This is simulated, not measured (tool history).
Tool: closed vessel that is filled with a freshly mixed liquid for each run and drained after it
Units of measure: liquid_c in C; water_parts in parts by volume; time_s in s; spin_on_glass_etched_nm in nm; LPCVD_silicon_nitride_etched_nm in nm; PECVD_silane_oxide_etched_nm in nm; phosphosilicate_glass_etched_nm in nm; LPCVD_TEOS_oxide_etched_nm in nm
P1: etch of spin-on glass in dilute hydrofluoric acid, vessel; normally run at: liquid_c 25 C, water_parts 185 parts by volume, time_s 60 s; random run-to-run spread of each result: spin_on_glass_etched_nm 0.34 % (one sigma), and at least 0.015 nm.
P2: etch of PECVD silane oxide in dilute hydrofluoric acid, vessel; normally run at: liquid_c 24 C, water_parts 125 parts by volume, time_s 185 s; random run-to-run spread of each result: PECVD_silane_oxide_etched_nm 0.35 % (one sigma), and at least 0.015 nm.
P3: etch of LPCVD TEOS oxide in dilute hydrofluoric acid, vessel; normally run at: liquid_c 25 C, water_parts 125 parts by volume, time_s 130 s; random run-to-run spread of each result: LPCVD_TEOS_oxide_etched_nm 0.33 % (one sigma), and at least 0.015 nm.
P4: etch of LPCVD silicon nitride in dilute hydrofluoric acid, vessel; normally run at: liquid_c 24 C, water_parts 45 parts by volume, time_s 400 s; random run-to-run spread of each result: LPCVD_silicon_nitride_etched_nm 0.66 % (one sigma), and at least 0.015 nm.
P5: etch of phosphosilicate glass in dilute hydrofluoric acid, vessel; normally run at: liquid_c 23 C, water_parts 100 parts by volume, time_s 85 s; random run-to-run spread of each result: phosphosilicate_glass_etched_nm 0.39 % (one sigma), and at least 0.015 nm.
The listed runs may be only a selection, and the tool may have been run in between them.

run,hour,process,liquid_c,water_parts,time_s,spin_on_glass_etched_nm,LPCVD_silicon_nitride_etched_nm,PECVD_silane_oxide_etched_nm,phosphosilicate_glass_etched_nm,LPCVD_TEOS_oxide_etched_nm
1,5.8,P1,25,185,60,8.9869,,,,
2,10.1,P4,24,45,705,,7.4678,,,
3,14.4,P2,24,125,185,,,34.729,,
4,19.2,P5,23,100,85,,,,50.592,
5,23.7,P4,24,45,400,,4.1836,,,
6,28.9,P3,25,125,130,,,,,17.384
7,34.5,P1,25,185,30,4.471,,,,
8,38.3,P1,25,315,60,4.5761,,,,
9,42.1,P2,24,70,185,,,66.108,,
10,48.2,P2,24,125,45,,,8.3959,,
11,51.2,P2,24,125,185,,,34.816,,
12,55.3,P2,28,125,185,,,40.545,,
13,61.2,P1,25,185,60,8.9398,,,,
14,64.9,P5,23,135,85,,,,35.897,
15,71.5,P3,32.5,125,130,,,,,22.854
16,74.5,P1,30,305,60,5.6289,,,,
17,78.6,P1,17,185,60,6.5112,,,,
18,84.3,P1,25,185,60,8.9501,,,,
19,90.5,P5,23,100,85,,,,50.631,
# hour 91.4: thermometer replaced
20,97.1,P1,25,185,60,8.9116,,,,
21,102.8,P1,33.5,185,60,12.16,,,,
22,107.4,P3,25,200,130,,,,,9.8585
23,113.5,P1,25,185,110,16.402,,,,
24,116.5,P3,25,125,30,,,,,3.9842
25,122,P5,17,100,85,,,,39.356,
26,127,P5,23,100,125,,,,73.936,
27,130.6,P4,28,45,400,,5.5192,,,
28,136.6,P1,25,185,60,8.9981,,,,
29,142.6,P1,28.5,315,60,5.1353,,,,
30,146,P1,25,70,60,27.234,,,,
31,150.2,P4,24,75,400,,2.5295,,,
32,156.7,P1,25,185,60,8.9253,,,,
33,162,P1,25,185,60,9.1699,,,,
34,166.8,P1,25,185,60,9.2736,,,,
35,170.4,P1,25,185,60,9.2804,,,,
36,176.8,P1,25,185,60,9.3232,,,,
37,181.4,P1,25,185,60,9.3264,,,,
38,185.7,P1,25,185,60,9.464,,,,
39,190.4,P1,25,185,60,9.4256,,,,
40,194.1,P1,25,185,60,9.3923,,,,
41,200.6,P1,25,185,60,9.4459,,,,
42,204.7,P1,25,185,60,9.5411,,,,

What P1 gives has crept off from where it sat before. The 2 causes that follow fit the log equally well, each at the size noted:
A: liquid hotter than its thermometer reads (K) = 1.52
B: hydrofluoric acid flow above the setpoint (%) = 4.71
The gradual shift began around hour 156.7.

The check runs listed below each take one wafer, and their results are still question marks. Under which run would the listed causes lead to clearly different results?
check 1,208.8,P5,23,100,85,,,,?,
check 2,208.8,P3,25,125,130,,,,,?
check 3,208.8,P2,24,125,185,,,?,,
check 4,208.8,P4,24,45,400,,?,,,

Check results expected under each cause:
check,result,if A,if B
check 1,phosphosilicate_glass_etched_nm,53.536,53.062
check 2,LPCVD_TEOS_oxide_etched_nm,18.309,18.212
check 3,PECVD_silane_oxide_etched_nm,36.763,36.542
check 4,LPCVD_silicon_nitride_etched_nm,4.6284,4.3705
Per-check spread between the two closest causes, in the result where they differ most: check 1 0.89 %; check 2 0.53 %; check 3 0.6 %; check 4 5.73 %
Only in check 4 would the causes give clearly different results; in the remaining checks their results would be nearly the same.

With check 4 done, the readings were: LPCVD_silicon_nitride_etched_nm 4.6214 nm. Identify which of the listed causes applies.

Of the candidate causes, it is A: liquid hotter than its thermometer reads (K).

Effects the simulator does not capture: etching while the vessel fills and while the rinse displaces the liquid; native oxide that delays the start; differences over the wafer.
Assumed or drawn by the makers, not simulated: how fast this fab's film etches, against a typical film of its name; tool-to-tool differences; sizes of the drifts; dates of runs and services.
